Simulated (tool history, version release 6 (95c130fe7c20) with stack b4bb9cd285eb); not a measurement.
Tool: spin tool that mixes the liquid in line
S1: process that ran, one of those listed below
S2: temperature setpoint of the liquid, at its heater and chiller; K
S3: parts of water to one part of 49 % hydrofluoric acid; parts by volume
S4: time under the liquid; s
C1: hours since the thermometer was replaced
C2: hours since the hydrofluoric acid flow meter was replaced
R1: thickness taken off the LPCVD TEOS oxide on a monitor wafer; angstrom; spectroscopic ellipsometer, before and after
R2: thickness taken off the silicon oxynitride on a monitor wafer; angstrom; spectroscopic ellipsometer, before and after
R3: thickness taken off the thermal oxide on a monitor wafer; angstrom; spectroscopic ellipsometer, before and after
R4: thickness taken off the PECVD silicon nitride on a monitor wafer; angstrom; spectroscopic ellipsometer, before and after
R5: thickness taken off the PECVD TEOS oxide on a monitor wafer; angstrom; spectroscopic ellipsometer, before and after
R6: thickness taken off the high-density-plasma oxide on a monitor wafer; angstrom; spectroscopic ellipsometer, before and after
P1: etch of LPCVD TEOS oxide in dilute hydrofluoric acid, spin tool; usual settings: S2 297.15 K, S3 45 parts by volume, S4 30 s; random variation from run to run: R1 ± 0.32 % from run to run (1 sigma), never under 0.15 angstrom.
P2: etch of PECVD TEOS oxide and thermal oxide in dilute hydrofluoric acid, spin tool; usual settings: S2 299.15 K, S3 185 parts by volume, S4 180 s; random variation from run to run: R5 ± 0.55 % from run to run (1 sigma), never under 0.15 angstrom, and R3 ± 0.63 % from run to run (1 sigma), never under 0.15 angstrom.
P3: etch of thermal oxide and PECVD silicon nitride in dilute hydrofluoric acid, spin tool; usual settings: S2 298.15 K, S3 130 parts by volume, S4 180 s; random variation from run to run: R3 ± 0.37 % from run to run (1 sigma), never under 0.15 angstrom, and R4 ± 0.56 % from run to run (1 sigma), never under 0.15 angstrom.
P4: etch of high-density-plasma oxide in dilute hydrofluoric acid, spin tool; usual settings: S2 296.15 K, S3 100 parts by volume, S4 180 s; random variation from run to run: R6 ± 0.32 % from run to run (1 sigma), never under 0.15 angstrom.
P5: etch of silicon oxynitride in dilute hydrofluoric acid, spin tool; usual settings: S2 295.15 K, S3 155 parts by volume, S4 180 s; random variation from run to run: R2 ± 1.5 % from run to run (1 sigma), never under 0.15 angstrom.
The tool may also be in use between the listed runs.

run 1 hour=8.8 | S1=P1 S2=297.15 S3=45 S4=30 | C1=531.8 C2=139.5 | R1=207.41
run 2 hour=16.1 | S1=P5 S2=295.15 S3=155 S4=15 | C1=539.1 C2=146.8 | R2=1.2161
run 3 hour=27.0 | S1=P3 S2=291.15 S3=130 S4=180 | C1=550.0 C2=157.7 | R3=48.831 R4=23.176
run 4 hour=39.8 | S1=P1 S2=297.15 S3=45 S4=50 | C1=562.8 C2=170.5 | R1=347.21
run 5 hour=54.3 | S1=P2 S2=299.15 S3=185 S4=340 | C1=577.3 C2=185.0 | R3=81.082 R5=403.89
run 6 hour=62.4 | S1=P4 S2=296.15 S3=100 S4=40 | C1=585.4 C2=193.1 | R6=19.679
run 7 hour=76.5 | S1=P1 S2=297.15 S3=45 S4=15 | C1=599.5 C2=207.2 | R1=103.50
run 8 hour=83.3 | S1=P2 S2=299.15 S3=185 S4=180 | C1=606.3 C2=214.0 | R3=43.659 R5=215.44
run 9 hour=92.4 | S1=P1 S2=297.15 S3=65 S4=30 | C1=615.4 C2=223.1 | R1=140.41
run 10 hour=106.7 | S1=P2 S2=299.15 S3=55 S4=180 | C1=629.7 C2=237.4 | R3=171.700 R5=855.54
run 11 hour=118.0 | S1=P4 S2=296.15 S3=40 S4=180 | C1=641.0 C2=248.7 | R6=240.300
run 12 hour=128.4 | S1=P1 S2=297.15 S3=45 S4=30 | C1=651.4 C2=259.1 | R1=207.94
run 13 hour=136.0 | S1=P5 S2=295.15 S3=155 S4=180 | C1=659.0 C2=266.7 | R2=14.9170
run 14 hour=149.9 | S1=P5 S2=299.65 S3=155 S4=180 | C1=672.9 C2=280.6 | R2=17.7020
run 15 hour=160.4 | S1=P1 S2=290.65 S3=45 S4=45 | C1=683.4 C2=291.1 | R1=236.65
run 16 hour=167.5 | S1=P2 S2=303.65 S3=185 S4=180 | C1=690.5 C2=298.2 | R3=51.066 R5=251.11
run 17 hour=181.2 | S1=P1 S2=302.65 S3=45 S4=30 | C1=704.2 C2=311.9 | R1=258.94
run 18 hour=188.2 | S1=P1 S2=297.15 S3=25 S4=30 | C1=711.2 C2=318.9 | R1=384.98
run 19 hour=198.5 | S1=P3 S2=298.15 S3=130 S4=180 | C1=721.5 C2=329.2 | R3=64.005 R4=36.710
run 20 hour=212.7 | S1=P5 S2=295.15 S3=250 S4=180 | C1=735.7 C2=343.4 | R2=8.3700
run 21 hour=221.5 | S1=P3 S2=298.15 S3=50 S4=180 | C1=744.5 C2=352.2 | R3=185.510 R4=94.993
run 22 hour=235.3 | S1=P5 S2=295.15 S3=155 S4=180 | C1=758.3 C2=366.0 | R2=14.8940
run 23 hour=243.5 | S1=P4 S2=302.15 S3=100 S4=180 | C1=766.5 C2=374.2 | R6=112.340
run 24 hour=251.9 | S1=P1 S2=297.15 S3=45 S4=30 | C1=774.9 C2=382.6 | R1=207.75
run 25 hour=261.9 | S1=P3 S2=298.15 S3=130 S4=85 | C1=784.9 C2=392.6 | R3=30.285 R4=17.265
run 26 hour=273.0 | S1=P1 S2=292.15 S3=45 S4=30 | C1=796.0 C2=403.7 | R1=168.54
run 27 hour=281.1 | S1=P4 S2=296.15 S3=100 S4=180 | C1=804.1 C2=411.8 | R6=89.697
run 28 hour=288.4 | S1=P1 S2=297.15 S3=45 S4=30 | C1=811.4 C2=419.1 | R1=207.09
run 29 hour=298.5 | S1=P1 S2=297.15 S3=45 S4=30 | C1=821.5 C2=429.2 | R1=207.98
run 30 hour=308.9 | S1=P1 S2=297.15 S3=45 S4=30 | C1=831.9 C2=439.6 | R1=207.65
run 31 hour=323.0 | S1=P1 S2=297.15 S3=45 S4=30 | C1=846.0 C2=453.7 | R1=201.68
run 32 hour=332.2 | S1=P1 S2=297.15 S3=45 S4=30 | C1=855.2 C2=462.9 | R1=198.57
run 33 hour=345.0 | S1=P1 S2=297.15 S3=45 S4=30 | C1=868.0 C2=475.7 | R1=197.66
run 34 hour=351.5 | S1=P1 S2=297.15 S3=45 S4=30 | C1=874.5 C2=482.2 | R1=195.56
run 35 hour=359.7 | S1=P1 S2=297.15 S3=45 S4=30 | C1=882.7 C2=490.4 | R1=194.94
run 36 hour=373.5 | S1=P1 S2=297.15 S3=45 S4=30 | C1=896.5 C2=504.2 | R1=193.64
run 37 hour=386.1 | S1=P1 S2=297.15 S3=45 S4=30 | C1=909.1 C2=516.8 | R1=193.40
run 38 hour=398.4 | S1=P1 S2=297.15 S3=45 S4=30 | C1=921.4 C2=529.1 | R1=194.65
run 39 hour=407.7 | S1=P1 S2=297.15 S3=45 S4=30 | C1=930.7 C2=538.4 | R1=193.65

Something has made what P1 gives creep away from where it was; the 2 causes below, each at its own stated size, fit the log equally well:
A: liquid colder than its thermometer reads (K) = 1.71
B: hydrofluoric acid flow below the setpoint (%) = 6.47
At approximately hour 308.9, the process output began to creep.

Listed below are the offered check runs, one wafer per run, with question marks in place of results. For which of them would the causes give clearly different outcomes?
run check 1 hour=417.0 | S1=P2 S2=299.15 S3=115 S4=295 | R3=? R5=?
run check 2 hour=417.0 | S1=P3 S2=292.65 S3=80 S4=180 | R3=? R4=?
run check 3 hour=417.0 | S1=P4 S2=296.15 S3=60 S4=85 | R6=?
run check 4 hour=417.0 | S1=P5 S2=295.15 S3=230 S4=180 | R2=?

How each check would come out, cause by cause:
check=check_1 result=R3 if_A=117.010 if_B=115.780
check=check_1 result=R5 if_A=573.78 if_B=567.73
check=check_2 result=R3 if_A=82.827 if_B=82.734
check=check_2 result=R4 if_A=36.300 if_B=38.293
check=check_3 result=R6 if_A=69.079 if_B=68.991
check=check_4 result=R2 if_A=8.6575 if_B=8.6551
Distance between the nearest two causes, measured in the result of the check that separates them most: check 1 1.06 %; check 2 5.34 %; check 3 0.13 %; check 4 0.03 %
Only check 2 tells the causes apart: in the others they would give nearly the same result.

The results of check 2 are: R3 82.695 angstrom; R4 38.020 angstrom. Based on these, which of the listed causes is it?

The cause is B: hydrofluoric acid flow below the setpoint (%).
